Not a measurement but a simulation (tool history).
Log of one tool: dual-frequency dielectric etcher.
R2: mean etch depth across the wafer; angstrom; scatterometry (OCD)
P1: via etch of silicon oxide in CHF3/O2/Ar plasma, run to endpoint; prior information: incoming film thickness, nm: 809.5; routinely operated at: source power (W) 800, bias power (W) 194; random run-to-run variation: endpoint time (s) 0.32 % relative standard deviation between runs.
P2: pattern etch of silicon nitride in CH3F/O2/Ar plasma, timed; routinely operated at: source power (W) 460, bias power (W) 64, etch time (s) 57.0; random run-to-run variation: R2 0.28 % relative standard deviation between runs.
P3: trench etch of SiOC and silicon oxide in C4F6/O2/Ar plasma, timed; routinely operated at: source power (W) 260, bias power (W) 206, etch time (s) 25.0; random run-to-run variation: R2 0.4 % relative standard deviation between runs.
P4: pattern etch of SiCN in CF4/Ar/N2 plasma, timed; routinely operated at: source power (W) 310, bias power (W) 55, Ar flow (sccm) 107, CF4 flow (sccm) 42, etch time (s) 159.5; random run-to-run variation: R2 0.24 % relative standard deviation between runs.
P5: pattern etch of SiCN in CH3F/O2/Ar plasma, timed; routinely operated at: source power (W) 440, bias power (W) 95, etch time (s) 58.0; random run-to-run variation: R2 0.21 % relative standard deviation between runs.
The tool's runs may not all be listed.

Run 1, hour 8.1: process that ran P1, source power (W) 800, bias power (W) 194. Result: endpoint time (s) 346.15.
Run 2, hour 17.8: process that ran P1, source power (W) 990, bias power (W) 194. Result: endpoint time (s) 318.82.
Run 3, hour 29.4: process that ran P1, source power (W) 800, bias power (W) 254. Result: endpoint time (s) 315.10.
Run 4, hour 36.9: process that ran P4, source power (W) 370, bias power (W) 55, Ar flow (sccm) 107, CF4 flow (sccm) 42, etch time (s) 159.5. Result: R2 988.44 angstrom.
Run 5, hour 46.3: process that ran P4, source power (W) 310, bias power (W) 55, Ar flow (sccm) 107, CF4 flow (sccm) 42, etch time (s) 159.5. Result: R2 844.23 angstrom.
Run 6, hour 54.7: process that ran P4, source power (W) 310, bias power (W) 33, Ar flow (sccm) 107, CF4 flow (sccm) 42, etch time (s) 159.5. Result: R2 705.98 angstrom.
Run 7, hour 67.6: process that ran P5, source power (W) 440, bias power (W) 95, etch time (s) 58.0. Result: R2 254.16 angstrom.
Run 8, hour 78.6: process that ran P3, source power (W) 260, bias power (W) 249, etch time (s) 25.0. Result: R2 476.36 angstrom.
Run 9, hour 87.7: process that ran P5, source power (W) 440, bias power (W) 95, etch time (s) 58.0. Result: R2 253.10 angstrom.
Run 10, hour 103.1: process that ran P1, source power (W) 800, bias power (W) 120. Result: endpoint time (s) 401.62.
Run 11, hour 110.4: process that ran P1, source power (W) 800, bias power (W) 194. Result: endpoint time (s) 346.43.
Run 12, hour 119.5: process that ran P3, source power (W) 260, bias power (W) 206, etch time (s) 14.0. Result: R2 251.36 angstrom.
Run 13, hour 131.2: process that ran P4, source power (W) 310, bias power (W) 55, Ar flow (sccm) 107, CF4 flow (sccm) 51, etch time (s) 159.5. Result: R2 874.55 angstrom.
Run 14, hour 141.5: process that ran P4, source power (W) 310, bias power (W) 55, Ar flow (sccm) 152, CF4 flow (sccm) 42, etch time (s) 159.5. Result: R2 797.15 angstrom.
Run 15, hour 149.9: process that ran P1, source power (W) 800, bias power (W) 194. Result: endpoint time (s) 346.20.
At hour 161.3: bias power generator calibrated.
Run 16, hour 163.0: process that ran P1, source power (W) 1100, bias power (W) 121. Result: endpoint time (s) 352.89.
Run 17, hour 171.7: process that ran P4, source power (W) 310, bias power (W) 55, Ar flow (sccm) 107, CF4 flow (sccm) 42, etch time (s) 87.5. Result: R2 463.54 angstrom.
Run 18, hour 186.4: process that ran P5, source power (W) 350, bias power (W) 95, etch time (s) 58.0. Result: R2 232.62 angstrom.
Run 19, hour 194.6: process that ran P1, source power (W) 800, bias power (W) 194. Result: endpoint time (s) 343.47.
Run 20, hour 201.5: process that ran P2, source power (W) 350, bias power (W) 64, etch time (s) 57.0. Result: R2 360.92 angstrom.
Run 21, hour 209.5: process that ran P1, source power (W) 1030, bias power (W) 256. Result: endpoint time (s) 284.48.
Run 22, hour 219.8: process that ran P2, source power (W) 460, bias power (W) 64, etch time (s) 34.0. Result: R2 240.80 angstrom.
Run 23, hour 230.9: process that ran P3, source power (W) 260, bias power (W) 206, etch time (s) 25.0. Result: R2 449.17 angstrom.
Run 24, hour 242.1: process that ran P1, source power (W) 800, bias power (W) 194. Result: endpoint time (s) 345.91.
Run 25, hour 255.8: process that ran P5, source power (W) 440, bias power (W) 67, etch time (s) 58.0. Result: R2 223.54 angstrom.
Run 26, hour 269.1: process that ran P1, source power (W) 800, bias power (W) 194. Result: endpoint time (s) 344.32.
Run 27, hour 276.6: process that ran P2, source power (W) 460, bias power (W) 64, etch time (s) 57.0. Result: R2 400.39 angstrom.
Run 28, hour 289.1: process that ran P2, source power (W) 460, bias power (W) 45, etch time (s) 57.0. Result: R2 359.81 angstrom.
Run 29, hour 300.6: process that ran P3, source power (W) 200, bias power (W) 206, etch time (s) 25.0. Result: R2 404.47 angstrom.
Run 30, hour 309.9: process that ran P1, source power (W) 800, bias power (W) 194. Result: endpoint time (s) 344.62.
Run 31, hour 324.1: process that ran P1, source power (W) 630, bias power (W) 194. Result: endpoint time (s) 378.38.
Run 32, hour 339.4: process that ran P5, source power (W) 440, bias power (W) 95, etch time (s) 40.0. Result: R2 174.87 angstrom.
Run 33, hour 353.4: process that ran P1, source power (W) 800, bias power (W) 194. Result: endpoint time (s) 343.84.
Run 34, hour 361.7: process that ran P1, source power (W) 800, bias power (W) 194. Result: endpoint time (s) 347.61.
Run 35, hour 371.0: process that ran P1, source power (W) 800, bias power (W) 194. Result: endpoint time (s) 348.43.
Run 36, hour 379.1: process that ran P1, source power (W) 800, bias power (W) 194. Result: endpoint time (s) 350.97.
At hour 379.5: wet clean of the chamber.
Run 37, hour 386.6: process that ran P1, source power (W) 800, bias power (W) 194. Result: endpoint time (s) 348.85.
Run 38, hour 398.5: process that ran P1, source power (W) 800, bias power (W) 194. Result: endpoint time (s) 350.84.
Run 39, hour 409.5: process that ran P1, source power (W) 800, bias power (W) 194. Result: endpoint time (s) 349.73.
Run 40, hour 419.5: process that ran P1, source power (W) 800, bias power (W) 194. Result: endpoint time (s) 352.70.

What P1 gives has crept off from where it sat before. The 2 causes that follow fit the log equally well, each at the size noted:
A: bias power that arrives under what is set, % = 4.87
B: source power that arrives under what is set, % = 4.24
The creep began at about hour 353.4.
What rules out each remaining cause:
chamber walls in a state that lowers the etch rate, %: work on it at hour 379.5, done after the drift set in, did not restore what the process gave before

Each of the 4 check runs below uses one wafer; its results are left as question marks. Which run tells the causes apart?
Run check 1, hour 429.5: process that ran P4, source power (W) 310, bias power (W) 40, Ar flow (sccm) 107, CF4 flow (sccm) 42, etch time (s) 91.5. Result: R2 ?.
Run check 2, hour 429.5: process that ran P3, source power (W) 260, bias power (W) 206, etch time (s) 20.5. Result: R2 ?.
Run check 3, hour 429.5: process that ran P2, source power (W) 350, bias power (W) 51, etch time (s) 57.0. Result: R2 ?.
Run check 4, hour 429.5: process that ran P5, source power (W) 440, bias power (W) 70, etch time (s) 44.5. Result: R2 ?.

Check results expected under each cause:
  check  result    if A    if B
check 1      R2  425.46  416.71
check 2      R2  362.69  362.72
check 3      R2  330.74  330.42
check 4      R2  171.07  171.23
Per check, the gap between the least separated pair of causes, taken in the result that splits them most: check 1 2.08 %; check 2 0.01 %; check 3 0.1 %; check 4 0.1 %
Only check 1 tells the causes apart: in the others they would give nearly the same result.

Check 1 was then run and gave: R2 424.70 angstrom. Which cause is it?

A is the cause: bias power that arrives under what is set, %.
